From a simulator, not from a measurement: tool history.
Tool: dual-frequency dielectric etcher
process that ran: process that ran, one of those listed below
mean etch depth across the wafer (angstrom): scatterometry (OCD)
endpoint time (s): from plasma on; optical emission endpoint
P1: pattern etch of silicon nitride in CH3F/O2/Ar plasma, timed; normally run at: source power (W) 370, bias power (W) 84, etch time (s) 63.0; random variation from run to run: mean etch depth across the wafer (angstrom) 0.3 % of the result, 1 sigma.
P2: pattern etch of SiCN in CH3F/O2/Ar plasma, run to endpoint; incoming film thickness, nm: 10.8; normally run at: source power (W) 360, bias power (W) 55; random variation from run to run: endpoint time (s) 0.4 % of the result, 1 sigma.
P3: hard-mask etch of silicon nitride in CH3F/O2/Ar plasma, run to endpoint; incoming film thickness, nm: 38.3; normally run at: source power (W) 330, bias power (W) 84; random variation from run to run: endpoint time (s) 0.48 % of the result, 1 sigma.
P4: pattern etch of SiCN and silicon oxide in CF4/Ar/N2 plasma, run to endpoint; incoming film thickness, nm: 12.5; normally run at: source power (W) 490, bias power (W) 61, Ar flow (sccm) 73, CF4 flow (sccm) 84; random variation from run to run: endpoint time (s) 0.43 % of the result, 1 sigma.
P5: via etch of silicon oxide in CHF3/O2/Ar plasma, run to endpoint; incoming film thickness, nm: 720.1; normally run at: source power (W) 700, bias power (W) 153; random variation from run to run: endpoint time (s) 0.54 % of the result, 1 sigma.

run   hour  process that ran  source power (W)  bias power (W)  etch time (s)  Ar flow (sccm)  CF4 flow (sccm)  hours since the last wet clean  hours since the last source power generator calibration  hours since the last bias power generator calibration  mean etch depth across the wafer (angstrom)  endpoint time (s)
  1   13.5                P1               370              84           63.0                                                            203.9                                                   1899.1                                                 3115.6                                       455.82
  2   23.7                P3               330              61                                                                           214.1                                                   1909.3                                                 3125.8                                                          65.485
  3   34.3                P5               700             153                                                                           224.7                                                   1919.9                                                 3136.4                                                         353.910
  4   45.0                P4               490              61                             73              117                           235.4                                                   1930.6                                                 3147.1                                                          12.467
  5   54.0                P1               370              84           63.0                                                            244.4                                                   1939.6                                                 3156.1                                       455.43
  6   66.3                P3               230              84                                                                           256.7                                                   1951.9                                                 3168.4                                                          66.845
  7   74.2                P5               530             153                                                                           264.6                                                   1959.8                                                 3176.3                                                         387.400
  8   82.1                P1               220              84           63.0                                                            272.5                                                   1967.7                                                 3184.2                                       371.80
  9   93.0                P2               360              55                                                                           283.4                                                   1978.6                                                 3195.1                                                          32.840
 10  104.5                P1               370             110           63.0                                                            294.9                                                   1990.1                                                 3206.6                                       500.74
 11  117.0                P1               370              84           63.0                                                            307.4                                                   2002.6                                                 3219.1                                       455.07
 12  124.9                P4               360              61                             73               84                           315.3                                                   2010.5                                                 3227.0                                                          17.233
 13  133.5                P2               360              36                                                                           323.9                                                   2019.1                                                 3235.6                                                          37.480
 14  144.8                P1               370              84           40.5                                                            335.2                                                   2030.4                                                 3246.9                                       290.99
 15  152.4                P5               700             153                                                                           342.8                                                   2038.0                                                 3254.5                                                         346.700
 16  166.1                P1               510              84           63.0                                                            356.5                                                   2051.7                                                 3268.2                                       511.03
 17  177.0                P5               700             197                                                                           367.4                                                   2062.6                                                 3279.1                                                         323.770
 18  191.2                P2               480              55                                                                           381.6                                                   2076.8                                                 3293.3                                                          29.406

Forecast run 19:
 19  201.3                P1               300             104           63.0                                                            391.7                                                   2086.9                                                 3303.4                                            ?

Run 19 gave mean etch depth across the wafer (angstrom) 456.51.
